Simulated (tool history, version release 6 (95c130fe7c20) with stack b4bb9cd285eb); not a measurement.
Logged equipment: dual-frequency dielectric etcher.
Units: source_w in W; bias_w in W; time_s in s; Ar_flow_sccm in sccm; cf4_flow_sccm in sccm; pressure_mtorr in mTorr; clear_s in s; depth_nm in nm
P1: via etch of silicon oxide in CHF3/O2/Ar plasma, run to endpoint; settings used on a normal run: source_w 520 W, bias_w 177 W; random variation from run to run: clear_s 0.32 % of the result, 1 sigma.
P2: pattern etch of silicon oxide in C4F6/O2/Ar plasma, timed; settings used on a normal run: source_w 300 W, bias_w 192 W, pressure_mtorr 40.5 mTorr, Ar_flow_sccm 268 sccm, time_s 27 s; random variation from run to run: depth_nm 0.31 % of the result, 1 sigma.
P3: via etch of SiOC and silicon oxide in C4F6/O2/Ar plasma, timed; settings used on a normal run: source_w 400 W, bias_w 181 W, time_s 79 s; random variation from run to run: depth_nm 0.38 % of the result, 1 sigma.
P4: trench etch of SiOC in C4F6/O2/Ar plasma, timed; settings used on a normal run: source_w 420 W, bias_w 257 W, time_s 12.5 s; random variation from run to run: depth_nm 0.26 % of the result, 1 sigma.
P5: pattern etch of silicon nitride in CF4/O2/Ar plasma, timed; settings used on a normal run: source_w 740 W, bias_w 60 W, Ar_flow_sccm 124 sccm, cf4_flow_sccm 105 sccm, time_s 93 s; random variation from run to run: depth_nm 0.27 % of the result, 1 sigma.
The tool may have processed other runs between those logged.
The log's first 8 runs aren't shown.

| run | hour | process | source_w | bias_w | time_s | Ar_flow_sccm | cf4_flow_sccm | pressure_mtorr | clear_s | depth_nm |
|---|---|---|---|---|---|---|---|---|---|---|
| 9 | 64.6 | P5 | 740 | 60 | 69.5 | 124 | 105 |  |  | 196.22 |
| 10 | 71.6 | P2 | 300 | 192 | 27 | 210 |  | 40.5 |  | 79.345 |
|  | 79.2 | wet clean of the chamber |
| 11 | 81.7 | P1 | 700 | 177 |  |  |  |  | 195.91 |  |
| 12 | 89.2 | P2 | 300 | 192 | 27 | 268 |  | 30.5 |  | 80.109 |
| 13 | 96 | P2 | 300 | 192 | 15.5 | 268 |  | 40.5 |  | 44.359 |
| 14 | 106 | P1 | 520 | 177 |  |  |  |  | 217.68 |  |
| 15 | 111.2 | P5 | 740 | 60 | 93 | 168 | 105 |  |  | 251.59 |
| 16 | 120.4 | P1 | 380 | 177 |  |  |  |  | 245.54 |  |
| 17 | 131.3 | P5 | 740 | 60 | 93 | 124 | 146 |  |  | 272.34 |
| 18 | 137.8 | P3 | 300 | 181 | 79 |  |  |  |  | 78.612 |
| 19 | 147.4 | P5 | 740 | 60 | 93 | 124 | 105 |  |  | 261.85 |
| 20 | 155.6 | P2 | 300 | 265 | 27 | 268 |  | 40.5 |  | 86.369 |
| 21 | 164.8 | P1 | 520 | 177 |  |  |  |  | 218.46 |  |
| 22 | 174.3 | P1 | 420 | 136 |  |  |  |  | 258.86 |  |
| 23 | 180.2 | P5 | 950 | 60 | 93 | 124 | 105 |  |  | 324.5 |
| 24 | 188.5 | P1 | 520 | 104 |  |  |  |  | 260.27 |  |

Forecast run 25:
| 25 | 194.5 | P4 | 420 | 257 | 19 |  |  |  |  | ? |

Run 25 came out at depth_nm 45.864 nm.
